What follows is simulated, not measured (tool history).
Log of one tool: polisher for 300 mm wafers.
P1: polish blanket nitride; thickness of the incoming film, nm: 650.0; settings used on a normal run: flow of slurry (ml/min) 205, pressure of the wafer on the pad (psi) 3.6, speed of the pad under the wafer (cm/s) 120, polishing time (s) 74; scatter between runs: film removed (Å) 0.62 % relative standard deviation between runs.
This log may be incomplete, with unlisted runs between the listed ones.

run,hour,flow of slurry (ml/min),pressure of the wafer on the pad (psi),speed of the pad under the wafer (cm/s),polishing time (s),wafers polished on this pad,hours since the slurry nozzle was cleaned,hours since the head pressure was calibrated,film removed (Å)
1,6.5,205,3.6,120,74,269,377.1,101.4,1825
2,11,205,3.6,120,74,316,381.6,105.9,1836.7
3,17.6,290,3.6,120,74,385,388.2,112.5,1911.6
4,21.6,205,3.6,62,74,427,392.2,116.5,1095
5,28.7,205,5.6,120,74,501,399.3,123.6,2828
6,33.9,205,3.6,120,74,556,404.5,128.8,1829.3
# hour 39.1: worn pad replaced by a new one
7,41.1,205,3.6,120,100,21,411.7,136,2471.4
8,48,125,3.6,120,74,93,418.6,142.9,1679.7
9,55.6,205,3.6,178,74,173,426.2,150.5,2489.1
10,62.5,205,3.6,120,74,245,433.1,157.4,1827.6
11,69.5,205,1.6,120,74,318,440.1,164.4,806.98
12,74.2,205,3.6,120,36,367,444.8,169.1,902.62
13,80,205,5.4,92,74,428,450.6,174.9,2221
14,86.1,205,3.6,120,74,492,456.7,181,1834.4
15,92.3,205,3.6,120,74,557,462.9,187.2,1800.3
16,95.7,205,3.6,120,74,592,466.3,190.6,1776.5
17,102.2,205,3.6,120,74,660,472.8,197.1,1778.1
# hour 104.3: worn pad replaced by a new one
18,107.2,205,3.6,120,74,30,477.8,202.1,1746.9
19,112.3,205,3.6,120,74,83,482.9,207.2,1736.1
20,117.4,205,3.6,120,74,137,488,212.3,1728.3
21,122.5,205,3.6,120,74,190,493.1,217.4,1735.9
22,127.4,205,3.6,120,74,241,498,222.3,1720
23,133.2,205,3.6,120,74,302,503.8,228.1,1741.4

P1 no longer gives what it gave before; its output has crept away from where it was. The following 2 causes, each at its listed size, fit the log equally well:
A: head's pressure below its setpoint, % = 5.94
B: slurry flow missing at the pad, % = 32.7
Onset of the creep was near hour 86.1.
Ruled out, with reasons:
removal rate lost through wear of the pad, %: maintenance at hour 104.3, after the shift began, did not return the process to its former output

Below are 4 check runs, each averaged over 2 wafers, with their results shown as question marks. Which of them would give clearly different results depending on which cause is behind the drift?
check 1,139,125,3.6,120,74,,,,?
check 2,139,205,1.6,120,74,,,,?
check 3,139,205,3.6,168,40,,,,?
check 4,139,205,5.5,120,74,,,,?

What each check would give under each cause:
check,result,if A,if B
check 1,film removed (Å),1588.2,1533.9
check 2,film removed (Å),764.87,764.87
check 3,film removed (Å),1217.6,1217.6
check 4,film removed (Å),2629.2,2629.2
Smallest distance between any two causes, each pair judged by its most separating result, in per cent: check 1 3.47 %; check 2 0 %; check 3 0 %; check 4 0 %
Check 1 is the one run that separates the causes; every other check would come out nearly the same whichever cause is at work.

Check 1 has now been run. It gave: film removed (Å) 1540.7. Which of the candidate causes is it?

It is B: slurry flow missing at the pad, %.
